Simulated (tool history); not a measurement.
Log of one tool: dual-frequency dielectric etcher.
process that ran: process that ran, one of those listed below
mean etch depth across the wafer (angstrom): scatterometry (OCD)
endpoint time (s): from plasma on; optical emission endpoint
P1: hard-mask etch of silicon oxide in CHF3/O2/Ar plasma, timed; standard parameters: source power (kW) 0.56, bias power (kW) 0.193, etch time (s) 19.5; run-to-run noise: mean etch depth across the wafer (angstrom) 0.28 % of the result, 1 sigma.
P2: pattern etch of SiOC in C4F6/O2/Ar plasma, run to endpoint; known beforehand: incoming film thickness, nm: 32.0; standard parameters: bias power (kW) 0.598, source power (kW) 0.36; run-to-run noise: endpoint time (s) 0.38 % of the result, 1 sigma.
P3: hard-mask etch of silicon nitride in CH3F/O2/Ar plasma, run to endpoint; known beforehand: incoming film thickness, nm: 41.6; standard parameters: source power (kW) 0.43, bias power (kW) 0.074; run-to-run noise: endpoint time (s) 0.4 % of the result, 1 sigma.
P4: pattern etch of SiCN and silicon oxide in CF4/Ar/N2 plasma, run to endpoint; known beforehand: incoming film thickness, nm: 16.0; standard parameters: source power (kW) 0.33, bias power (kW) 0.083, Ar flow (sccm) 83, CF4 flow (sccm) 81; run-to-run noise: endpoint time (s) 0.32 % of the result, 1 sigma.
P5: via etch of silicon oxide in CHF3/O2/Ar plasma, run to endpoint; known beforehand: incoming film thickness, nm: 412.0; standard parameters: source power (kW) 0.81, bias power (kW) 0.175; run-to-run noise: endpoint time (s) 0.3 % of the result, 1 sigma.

| run | hour | process that ran | source power (kW) | bias power (kW) | etch time (s) | Ar flow (sccm) | CF4 flow (sccm) | hours since the last wet clean | hours since the last source power generator calibration | hours since the last bias power generator calibration | mean etch depth across the wafer (angstrom) | endpoint time (s) |
|---|---|---|---|---|---|---|---|---|---|---|---|---|
| 1 | 4.2 | P1 | 0.56 | 0.193 | 19.5 |  |  | 394.5 | 1667.1 | 2462.1 | 385.23 |  |
| 2 | 10.3 | P5 | 0.81 | 0.175 |  |  |  | 400.6 | 1673.2 | 2468.2 |  | 191.2 |
| 3 | 18.2 | P1 | 0.69 | 0.193 | 24 |  |  | 408.5 | 1681.1 | 2476.1 | 512.85 |  |
| 4 | 23.2 | P5 | 1.06 | 0.175 |  |  |  | 413.5 | 1686.1 | 2481.1 |  | 171.68 |
| 5 | 27 | P2 | 0.36 | 0.847 |  |  |  | 417.3 | 1689.9 | 2484.9 |  | 8.6859 |
| 6 | 33.4 | P4 | 0.33 | 0.105 |  | 83 | 81 | 423.7 | 1696.3 | 2491.3 |  | 20.43 |
| 7 | 39.4 | P4 | 0.46 | 0.083 |  | 83 | 81 | 429.7 | 1702.3 | 2497.3 |  | 16.458 |
| 8 | 43.2 | P5 | 0.81 | 0.241 |  |  |  | 433.5 | 1706.1 | 2501.1 |  | 170.27 |
| 9 | 51.7 | P4 | 0.33 | 0.083 |  | 83 | 81 | 442 | 1714.6 | 2509.6 |  | 22.103 |
| 10 | 57.6 | P1 | 0.56 | 0.193 | 19.5 |  |  | 447.9 | 1720.5 | 2515.5 | 383.68 |  |
| 11 | 64 | P2 | 0.36 | 0.598 |  |  |  | 454.3 | 1726.9 | 2521.9 |  | 9.9894 |
| 12 | 72.2 | P4 | 0.33 | 0.083 |  | 83 | 81 | 462.5 | 1735.1 | 2530.1 |  | 22.036 |
| 13 | 80.5 | P1 | 0.56 | 0.229 | 14 |  |  | 470.8 | 1743.4 | 2538.4 | 294.15 |  |
| 14 | 84.3 | P3 | 0.43 | 0.074 |  |  |  | 474.6 | 1747.2 | 2542.2 |  | 58.456 |
| 15 | 89.5 | P3 | 0.43 | 0.1 |  |  |  | 479.8 | 1752.4 | 2547.4 |  | 52.138 |
| 16 | 94.9 | P2 | 0.23 | 0.598 |  |  |  | 485.2 | 1757.8 | 2552.8 |  | 11.771 |
| 17 | 100.8 | P4 | 0.33 | 0.083 |  | 83 | 107 | 491.1 | 1763.7 | 2558.7 |  | 21.4 |
| 18 | 109.1 | P1 | 0.56 | 0.193 | 19.5 |  |  | 499.4 | 1772 | 2567 | 386.19 |  |
| 19 | 116 | P1 | 0.56 | 0.193 | 11.5 |  |  | 506.3 | 1778.9 | 2573.9 | 227.62 |  |
| 20 | 121.4 | P1 | 0.56 | 0.127 | 19.5 |  |  | 511.7 | 1784.3 | 2579.3 | 336.89 |  |
|  | 128.5 | bias power generator calibrated |
| 21 | 129.9 | P5 | 0.81 | 0.175 |  |  |  | 520.2 | 1792.8 | 1.4 |  | 190.26 |
| 22 | 136.5 | P1 | 0.56 | 0.193 | 27.5 |  |  | 526.8 | 1799.4 | 8 | 543.61 |  |
| 23 | 145.2 | P1 | 0.45 | 0.193 | 19.5 |  |  | 535.5 | 1808.1 | 16.7 | 355.22 |  |
| 24 | 149.6 | P3 | 0.61 | 0.074 |  |  |  | 539.9 | 1812.5 | 21.1 |  | 51.094 |
| 25 | 154 | P1 | 0.56 | 0.193 | 19.5 |  |  | 544.3 | 1816.9 | 25.5 | 383.41 |  |
| 26 | 161.8 | P4 | 0.33 | 0.083 |  | 53 | 81 | 552.1 | 1824.7 | 33.3 |  | 20.994 |
| 27 | 168.3 | P1 | 0.56 | 0.256 | 26.5 |  |  | 558.6 | 1831.2 | 39.8 | 577.95 |  |
| 28 | 174.4 | P1 | 0.68 | 0.193 | 19.5 |  |  | 564.7 | 1837.3 | 45.9 | 414.61 |  |
| 29 | 179.9 | P1 | 0.56 | 0.246 | 19.5 |  |  | 570.2 | 1842.8 | 51.4 | 419.32 |  |
| 30 | 185.9 | P1 | 0.56 | 0.193 | 19.5 |  |  | 576.2 | 1848.8 | 57.4 | 384.07 |  |
| 31 | 193.6 | P1 | 0.56 | 0.193 | 19.5 |  |  | 583.9 | 1856.5 | 65.1 | 388.51 |  |
| 32 | 201.1 | P1 | 0.56 | 0.193 | 19.5 |  |  | 591.4 | 1864 | 72.6 | 387.14 |  |
| 33 | 209.8 | P1 | 0.56 | 0.193 | 19.5 |  |  | 600.1 | 1872.7 | 81.3 | 388.98 |  |
| 34 | 213.9 | P1 | 0.56 | 0.193 | 19.5 |  |  | 604.2 | 1876.8 | 85.4 | 389.62 |  |
|  | 217.9 | wet clean of the chamber |
| 35 | 220.7 | P1 | 0.56 | 0.193 | 19.5 |  |  | 2.9 | 1883.6 | 92.2 | 391.88 |  |
| 36 | 226.1 | P1 | 0.56 | 0.193 | 19.5 |  |  | 8.3 | 1889 | 97.6 | 388.99 |  |
| 37 | 233.9 | P1 | 0.56 | 0.193 | 19.5 |  |  | 16.1 | 1896.8 | 105.4 | 389.51 |  |
| 38 | 240.5 | P1 | 0.56 | 0.193 | 19.5 |  |  | 22.7 | 1903.4 | 112 | 389.69 |  |

The output of P1 has drifted from where it used to be. Each of the 2 causes below, taken at the size shown beside it, accounts for the log equally well:
A: bias power that arrives over what is set, % = 4.23
B: source power that arrives over what is set, % = 3.81
The drift started at roughly hour 185.9.
Other possible causes, and why each is ruled out:
chamber walls in a state that raises the etch rate, %: maintenance at hour 217.9, after the shift began, did not return the process to its former output

The 4 check runs listed below each average the results of 2 wafers, and their outcomes are marked with question marks. Under which run would the listed causes produce clearly different results?
| check 1 | 247.1 | P5 | 0.81 | 0.219 |  |  |  |  |  |  |  | ? |
| check 2 | 247.1 | P4 | 0.33 | 0.083 |  | 57 | 103 |  |  |  |  | ? |
| check 3 | 247.1 | P3 | 0.59 | 0.092 |  |  |  |  |  |  |  | ? |
| check 4 | 247.1 | P2 | 0.23 | 0.598 |  |  |  |  |  |  |  | ? |

Outcome of each check run for each possible cause:
| check | result | if A | if B |
|---|---|---|---|
| check 1 | endpoint time (s) | 174.06 | 174.06 |
| check 2 | endpoint time (s) | 20.347 | 19.943 |
| check 3 | endpoint time (s) | 47.094 | 47.118 |
| check 4 | endpoint time (s) | 11.569 | 11.6 |
Distance between the nearest two causes, measured in the result of the check that separates them most: check 1 0 %; check 2 2 %; check 3 0.05 %; check 4 0.27 %
Check 2 is the one run that separates the causes; every other check would come out nearly the same whichever cause is at work.

Check 2 was then run and gave: endpoint time (s) 19.945. Which cause is it?

B is the cause: source power that arrives over what is set, %.

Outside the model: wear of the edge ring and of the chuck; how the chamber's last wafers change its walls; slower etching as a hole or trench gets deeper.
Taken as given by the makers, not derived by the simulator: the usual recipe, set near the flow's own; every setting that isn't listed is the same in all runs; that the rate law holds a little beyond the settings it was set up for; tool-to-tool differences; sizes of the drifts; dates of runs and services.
